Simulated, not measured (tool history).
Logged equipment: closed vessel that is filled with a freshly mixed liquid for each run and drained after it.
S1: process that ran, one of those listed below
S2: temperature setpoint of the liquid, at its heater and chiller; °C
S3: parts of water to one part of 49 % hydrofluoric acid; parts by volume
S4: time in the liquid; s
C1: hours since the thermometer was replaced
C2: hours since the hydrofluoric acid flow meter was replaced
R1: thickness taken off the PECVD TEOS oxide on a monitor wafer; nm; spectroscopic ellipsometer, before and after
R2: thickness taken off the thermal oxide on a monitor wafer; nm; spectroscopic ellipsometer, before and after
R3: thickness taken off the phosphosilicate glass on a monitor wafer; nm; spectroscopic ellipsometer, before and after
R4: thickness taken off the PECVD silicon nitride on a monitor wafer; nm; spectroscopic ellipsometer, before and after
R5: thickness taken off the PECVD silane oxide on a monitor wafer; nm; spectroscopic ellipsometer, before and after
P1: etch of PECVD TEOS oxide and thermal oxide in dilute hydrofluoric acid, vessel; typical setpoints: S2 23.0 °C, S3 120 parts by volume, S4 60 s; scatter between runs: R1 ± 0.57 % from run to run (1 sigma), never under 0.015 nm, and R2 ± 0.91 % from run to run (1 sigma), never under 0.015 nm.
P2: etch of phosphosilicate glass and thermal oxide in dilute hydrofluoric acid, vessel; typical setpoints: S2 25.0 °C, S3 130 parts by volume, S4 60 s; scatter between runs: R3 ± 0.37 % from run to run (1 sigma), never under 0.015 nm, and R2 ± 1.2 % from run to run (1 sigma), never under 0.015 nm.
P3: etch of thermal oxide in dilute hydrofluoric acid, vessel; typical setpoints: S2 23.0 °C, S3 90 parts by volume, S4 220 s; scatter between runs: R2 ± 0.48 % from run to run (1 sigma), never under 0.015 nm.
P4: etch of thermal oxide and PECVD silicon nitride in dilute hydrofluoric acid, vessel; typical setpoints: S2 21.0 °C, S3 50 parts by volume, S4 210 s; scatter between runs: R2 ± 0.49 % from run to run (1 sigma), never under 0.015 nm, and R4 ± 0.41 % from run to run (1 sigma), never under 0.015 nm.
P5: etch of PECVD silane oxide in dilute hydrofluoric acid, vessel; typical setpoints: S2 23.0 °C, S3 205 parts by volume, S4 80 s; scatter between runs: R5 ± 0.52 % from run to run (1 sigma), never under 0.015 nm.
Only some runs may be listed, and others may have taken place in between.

run    day  S1    S2   S3   S4     C1     C2       R1       R2       R3      R4       R5
  1  0.412  P1  23.0  120   60  383.9  524.3  11.5240   2.2510
  2  0.792  P2  25.0  130   60  393.0  533.4            2.1337   56.943
  3  1.125  P3  23.0   90  365  401.0  541.4           18.8330
  4  1.312  P3  23.0   90  220  405.5  545.9           11.3640
  5  1.517  P1  23.0  120   60  410.4  550.8  11.4520   2.1779
  6  1.733  P3  23.0   20  220  415.6  556.0           55.9270
  7  1.988  P1  29.0   75   60  421.7  562.1  24.3870   4.8106
  8  2.179  P1  23.0   65   60  426.3  566.7  22.7580   4.3709
  9  2.438  P4  17.0   50  210  432.5  572.9           15.9770           5.8041
 10  2.625  P1  23.0  120   60  437.0  577.4  11.4710   2.2362
 11  2.850  P1  23.0  120   60  442.4  582.8  11.4310   2.2765
 12  3.104  P1  28.5  120   60  448.5  588.9  14.0600   2.7044
 13  3.421  P5  17.0  205   80  456.1  596.5                                      4.7759
 14  3.808  P4  21.0   50   45  465.4  605.8            4.0400           1.6416
 15  4.050  P1  23.0  120   30  471.2  611.6   5.7801   1.1130
 16  4.254  P4  21.0   50  210  476.1  616.5           18.7770           7.6720
 17  4.617  P5  23.0  300   80  484.8  625.2                                      3.7788
 18  4.817  P1  18.0  120   60  489.6  630.0   9.4387   1.7786
 19  5.062  P3  31.0   90  220  495.5  635.9           15.3830
 20  5.308  P1  23.0  120   60  501.4  641.8  11.4470   2.2626
 21  5.521  P1  23.0  205   60  506.5  646.9   6.1726   1.2052
 22  5.825  P2  25.0   35   60  513.8  654.2            8.8531  238.460
 23  6.096  P2  25.0  130  105  520.3  660.7            3.7115   99.107
 24  6.500  P4  21.0   85  210  530.0  670.4           10.7560           4.5660
 25  6.721  P1  23.0  120   60  535.3  675.7  11.4690   2.1986
 26  7.000  P2  20.5  130   60  542.0  682.4            1.7858   47.421
 27  7.354  P1  23.0  120  110  550.5  690.9  20.9000   4.1039
 28  7.621  P4  21.0   50  210  556.9  697.3           18.9550           7.6774
 29  7.904  P5  23.0  205   80  563.7  704.1                                      6.0682
 30  8.192  P5  23.0  205  145  570.6  711.0                                     10.8370
 31  8.479  P1  23.0  120   60  577.5  717.9  11.4870   2.2486
 32  8.871  P1  23.0  120   60  586.9  727.3  12.1080   2.3138
 33  9.162  P1  23.0  120   60  593.9  734.3  12.1750   2.3419

For run 34, what comes out?
 34  9.450  P1  23.0  120  60  600.8  741.2   ?   ?

R1: 12.3500 nm
R2: 2.4528 nm
